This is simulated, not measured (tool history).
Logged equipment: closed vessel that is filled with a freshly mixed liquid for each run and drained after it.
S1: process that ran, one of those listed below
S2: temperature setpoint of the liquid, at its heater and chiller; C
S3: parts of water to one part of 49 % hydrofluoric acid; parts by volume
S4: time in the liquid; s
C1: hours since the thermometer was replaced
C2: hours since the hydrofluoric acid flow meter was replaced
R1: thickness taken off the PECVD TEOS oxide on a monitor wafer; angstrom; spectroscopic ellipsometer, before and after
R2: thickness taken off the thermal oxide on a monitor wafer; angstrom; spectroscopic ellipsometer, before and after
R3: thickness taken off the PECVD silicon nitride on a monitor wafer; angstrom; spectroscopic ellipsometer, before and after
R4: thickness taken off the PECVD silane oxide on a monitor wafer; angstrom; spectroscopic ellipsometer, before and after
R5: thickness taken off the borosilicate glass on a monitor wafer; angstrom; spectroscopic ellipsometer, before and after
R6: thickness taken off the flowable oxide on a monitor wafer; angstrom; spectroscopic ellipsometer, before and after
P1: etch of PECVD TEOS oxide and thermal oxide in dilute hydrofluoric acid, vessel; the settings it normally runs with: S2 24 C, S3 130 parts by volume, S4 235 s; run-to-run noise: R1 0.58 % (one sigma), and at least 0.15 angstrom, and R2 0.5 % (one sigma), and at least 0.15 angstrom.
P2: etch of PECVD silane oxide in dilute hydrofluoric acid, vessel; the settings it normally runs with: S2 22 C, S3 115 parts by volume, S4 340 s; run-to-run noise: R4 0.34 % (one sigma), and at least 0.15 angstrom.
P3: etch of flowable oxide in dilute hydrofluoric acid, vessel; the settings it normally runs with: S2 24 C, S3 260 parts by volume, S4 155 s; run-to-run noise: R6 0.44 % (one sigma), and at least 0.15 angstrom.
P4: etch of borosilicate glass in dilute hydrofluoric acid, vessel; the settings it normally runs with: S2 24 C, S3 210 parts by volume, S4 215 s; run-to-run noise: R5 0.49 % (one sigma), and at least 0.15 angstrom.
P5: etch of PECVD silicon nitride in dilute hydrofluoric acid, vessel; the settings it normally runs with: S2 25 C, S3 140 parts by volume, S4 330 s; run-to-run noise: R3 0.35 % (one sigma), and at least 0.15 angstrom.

{"run": 1, "hour": 4.9, "S1": "P1", "S2": 24, "S3": 130, "S4": 235, "C1": 295.0, "C2": 1348.5, "R1": 149.88, "R2": 83.927}
{"run": 2, "hour": 15.3, "S1": "P5", "S2": 25, "S3": 140, "S4": 330, "C1": 305.4, "C2": 1358.9, "R3": 109.65}
{"run": 3, "hour": 24.0, "S1": "P1", "S2": 24, "S3": 75, "S4": 235, "C1": 314.1, "C2": 1367.6, "R1": 274.64, "R2": 155.04}
{"run": 4, "hour": 34.7, "S1": "P2", "S2": 22, "S3": 115, "S4": 340, "C1": 324.8, "C2": 1378.3, "R4": 485.34}
{"run": 5, "hour": 40.3, "S1": "P1", "S2": 31, "S3": 130, "S4": 325, "C1": 330.4, "C2": 1383.9, "R1": 267.63, "R2": 149.24}
{"run": 6, "hour": 50.4, "S1": "P4", "S2": 24, "S3": 385, "S4": 215, "C1": 340.5, "C2": 1394.0, "R5": 233.68}
{"run": 7, "hour": 58.7, "S1": "P4", "S2": 30, "S3": 210, "S4": 215, "C1": 348.8, "C2": 1402.3, "R5": 627.26}
{"run": 8, "hour": 66.6, "S1": "P1", "S2": 24, "S3": 130, "S4": 235, "C1": 356.7, "C2": 1410.2, "R1": 148.38, "R2": 83.076}
{"run": 9, "hour": 76.2, "S1": "P5", "S2": 18, "S3": 140, "S4": 330, "C1": 366.3, "C2": 1419.8, "R3": 68.891}
{"run": 10, "hour": 84.9, "S1": "P4", "S2": 24, "S3": 210, "S4": 215, "C1": 375.0, "C2": 1428.5, "R5": 508.12}
{"run": 11, "hour": 91.0, "S1": "P1", "S2": 24, "S3": 130, "S4": 235, "C1": 381.1, "C2": 1434.6, "R1": 148.6, "R2": 83.422}
{"run": 12, "hour": 98.6, "S1": "P1", "S2": 24, "S3": 35, "S4": 40, "C1": 388.7, "C2": 1442.2, "R1": 106.4, "R2": 59.276}
{"run": 13, "hour": 105.5, "S1": "P2", "S2": 22, "S3": 115, "S4": 160, "C1": 395.6, "C2": 1449.1, "R4": 227.97}
{"run": 14, "hour": 114.8, "S1": "P5", "S2": 25, "S3": 140, "S4": 330, "C1": 404.9, "C2": 1458.4, "R3": 108.83}
{"run": 15, "hour": 122.5, "S1": "P1", "S2": 24, "S3": 130, "S4": 235, "C1": 412.6, "C2": 1466.1, "R1": 148.92, "R2": 83.633}
{"run": 16, "hour": 128.3, "S1": "P2", "S2": 22, "S3": 180, "S4": 340, "C1": 418.4, "C2": 1471.9, "R4": 289.83}
{"run": 17, "hour": 136.7, "S1": "P2", "S2": 18, "S3": 115, "S4": 340, "C1": 426.8, "C2": 1480.3, "R4": 412.48}
{"run": 18, "hour": 147.0, "S1": "P5", "S2": 25, "S3": 140, "S4": 570, "C1": 437.1, "C2": 1490.6, "R3": 189.4}
{"run": 19, "hour": 157.5, "S1": "P3", "S2": 24, "S3": 260, "S4": 280, "C1": 447.6, "C2": 1501.1, "R6": 301.71}
{"run": 20, "hour": 164.0, "S1": "P1", "S2": 30, "S3": 130, "S4": 235, "C1": 454.1, "C2": 1507.6, "R1": 186.7, "R2": 105.19}
{"run": 21, "hour": 169.5, "S1": "P2", "S2": 22, "S3": 115, "S4": 340, "C1": 459.6, "C2": 1513.1, "R4": 484.68}
{"run": 22, "hour": 175.0, "S1": "P1", "S2": 20, "S3": 205, "S4": 235, "C1": 465.1, "C2": 1518.6, "R1": 74.745, "R2": 41.932}
{"run": 23, "hour": 184.5, "S1": "P3", "S2": 24, "S3": 395, "S4": 155, "C1": 474.6, "C2": 1528.1, "R6": 96.889}
{"run": 24, "hour": 190.0, "S1": "P1", "S2": 24, "S3": 130, "S4": 60, "C1": 480.1, "C2": 1533.6, "R1": 38.28, "R2": 21.333}
{"run": 25, "hour": 199.6, "S1": "P1", "S2": 24, "S3": 130, "S4": 405, "C1": 489.7, "C2": 1543.2, "R1": 257.97, "R2": 144.65}
{"run": 26, "hour": 204.4, "S1": "P3", "S2": 18, "S3": 260, "S4": 155, "C1": 494.5, "C2": 1548.0, "R6": 134.39}
{"run": 27, "hour": 213.3, "S1": "P4", "S2": 24, "S3": 210, "S4": 340, "C1": 503.4, "C2": 1556.9, "R5": 806.06}

What will run 28 give?
{"run": 28, "hour": 223.4, "S1": "P3", "S2": 24, "S3": 260, "S4": 155, "C1": 513.5, "C2": 1567.0, "R6": "?"}

{"run 28": {"R6": 166.91}}
